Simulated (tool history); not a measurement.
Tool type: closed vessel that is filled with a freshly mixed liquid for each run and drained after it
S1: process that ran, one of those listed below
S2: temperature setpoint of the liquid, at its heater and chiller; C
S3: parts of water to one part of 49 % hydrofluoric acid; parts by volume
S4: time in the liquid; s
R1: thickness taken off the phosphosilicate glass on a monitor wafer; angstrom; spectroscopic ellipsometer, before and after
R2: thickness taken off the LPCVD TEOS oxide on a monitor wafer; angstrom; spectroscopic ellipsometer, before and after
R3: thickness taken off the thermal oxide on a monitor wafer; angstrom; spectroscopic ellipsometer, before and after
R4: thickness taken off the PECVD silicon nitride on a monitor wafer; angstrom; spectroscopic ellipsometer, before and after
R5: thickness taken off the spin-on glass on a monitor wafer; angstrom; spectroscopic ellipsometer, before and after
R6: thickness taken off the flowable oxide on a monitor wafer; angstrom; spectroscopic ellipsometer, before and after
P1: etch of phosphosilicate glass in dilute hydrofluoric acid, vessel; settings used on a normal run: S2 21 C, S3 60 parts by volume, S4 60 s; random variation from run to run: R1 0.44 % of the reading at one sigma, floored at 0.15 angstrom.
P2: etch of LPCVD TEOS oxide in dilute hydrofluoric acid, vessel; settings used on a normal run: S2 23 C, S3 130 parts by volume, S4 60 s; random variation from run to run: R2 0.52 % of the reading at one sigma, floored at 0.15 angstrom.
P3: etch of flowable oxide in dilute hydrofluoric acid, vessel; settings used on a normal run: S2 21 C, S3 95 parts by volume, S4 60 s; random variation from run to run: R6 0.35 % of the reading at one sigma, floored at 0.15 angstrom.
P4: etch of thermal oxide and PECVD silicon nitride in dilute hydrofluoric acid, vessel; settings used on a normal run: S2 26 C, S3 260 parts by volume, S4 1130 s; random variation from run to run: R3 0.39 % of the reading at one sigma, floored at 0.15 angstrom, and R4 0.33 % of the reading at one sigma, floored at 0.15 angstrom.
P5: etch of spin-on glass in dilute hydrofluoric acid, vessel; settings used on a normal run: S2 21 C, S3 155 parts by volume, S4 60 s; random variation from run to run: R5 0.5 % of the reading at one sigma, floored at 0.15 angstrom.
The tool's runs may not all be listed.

run 1 hour=8 | S1=P1 S2=21 S3=60 S4=60 | R1=675.44
run 2 hour=20.3 | S1=P2 S2=23 S3=130 S4=60 | R2=96.461
run 3 hour=31.4 | S1=P1 S2=26.5 S3=60 S4=60 | R1=847.72
run 4 hour=38.7 | S1=P2 S2=23 S3=130 S4=90 | R2=146.73
run 5 hour=46.8 | S1=P1 S2=25 S3=60 S4=30 | R1=403.93
run 6 hour=59.7 | S1=P4 S2=26 S3=260 S4=1130 | R3=180.89 R4=280.7
-- hour=66.2 thermometer replaced
run 7 hour=67.3 | S1=P5 S2=21 S3=155 S4=30 | R5=80.646
run 8 hour=81.5 | S1=P1 S2=21 S3=60 S4=60 | R1=678.39
run 9 hour=91 | S1=P4 S2=26 S3=260 S4=1825 | R3=291.56 R4=455.92
run 10 hour=103.4 | S1=P1 S2=21 S3=60 S4=110 | R1=1247.7
run 11 hour=117.3 | S1=P2 S2=23 S3=70 S4=60 | R2=193.8
run 12 hour=127.8 | S1=P3 S2=28.5 S3=95 S4=60 | R6=414.12
run 13 hour=141.7 | S1=P2 S2=28.5 S3=130 S4=60 | R2=120.26
run 14 hour=149.2 | S1=P1 S2=26 S3=35 S4=60 | R1=1484.5
run 15 hour=162 | S1=P1 S2=21 S3=20 S4=60 | R1=2145
run 16 hour=171.1 | S1=P5 S2=21 S3=155 S4=60 | R5=158.12
run 17 hour=181.1 | S1=P3 S2=21 S3=95 S4=115 | R6=590.04
run 18 hour=194.8 | S1=P3 S2=21 S3=140 S4=60 | R6=198.37
run 19 hour=208.3 | S1=P1 S2=21 S3=60 S4=60 | R1=682.28
run 20 hour=219.2 | S1=P2 S2=23 S3=130 S4=60 | R2=97.468
run 21 hour=226.6 | S1=P3 S2=21 S3=95 S4=60 | R6=309.24
run 22 hour=237.9 | S1=P5 S2=21 S3=275 S4=60 | R5=80.243
run 23 hour=246.9 | S1=P4 S2=26 S3=100 S4=1130 | R3=568.62 R4=726.62
run 24 hour=260.2 | S1=P4 S2=20 S3=260 S4=1130 | R3=145.79 R4=193.2
run 25 hour=266.8 | S1=P1 S2=21 S3=110 S4=60 | R1=350.18
run 26 hour=281.4 | S1=P1 S2=21 S3=60 S4=30 | R1=338.04
run 27 hour=291 | S1=P1 S2=17 S3=60 S4=60 | R1=571.55
run 28 hour=304.9 | S1=P5 S2=28 S3=155 S4=60 | R5=209.91

The next listed run, before its measurement:
run 29 hour=318.1 | S1=P1 S2=17 S3=60 S4=110 | R1=?

{"run 29": {"R1": 1043.8}}
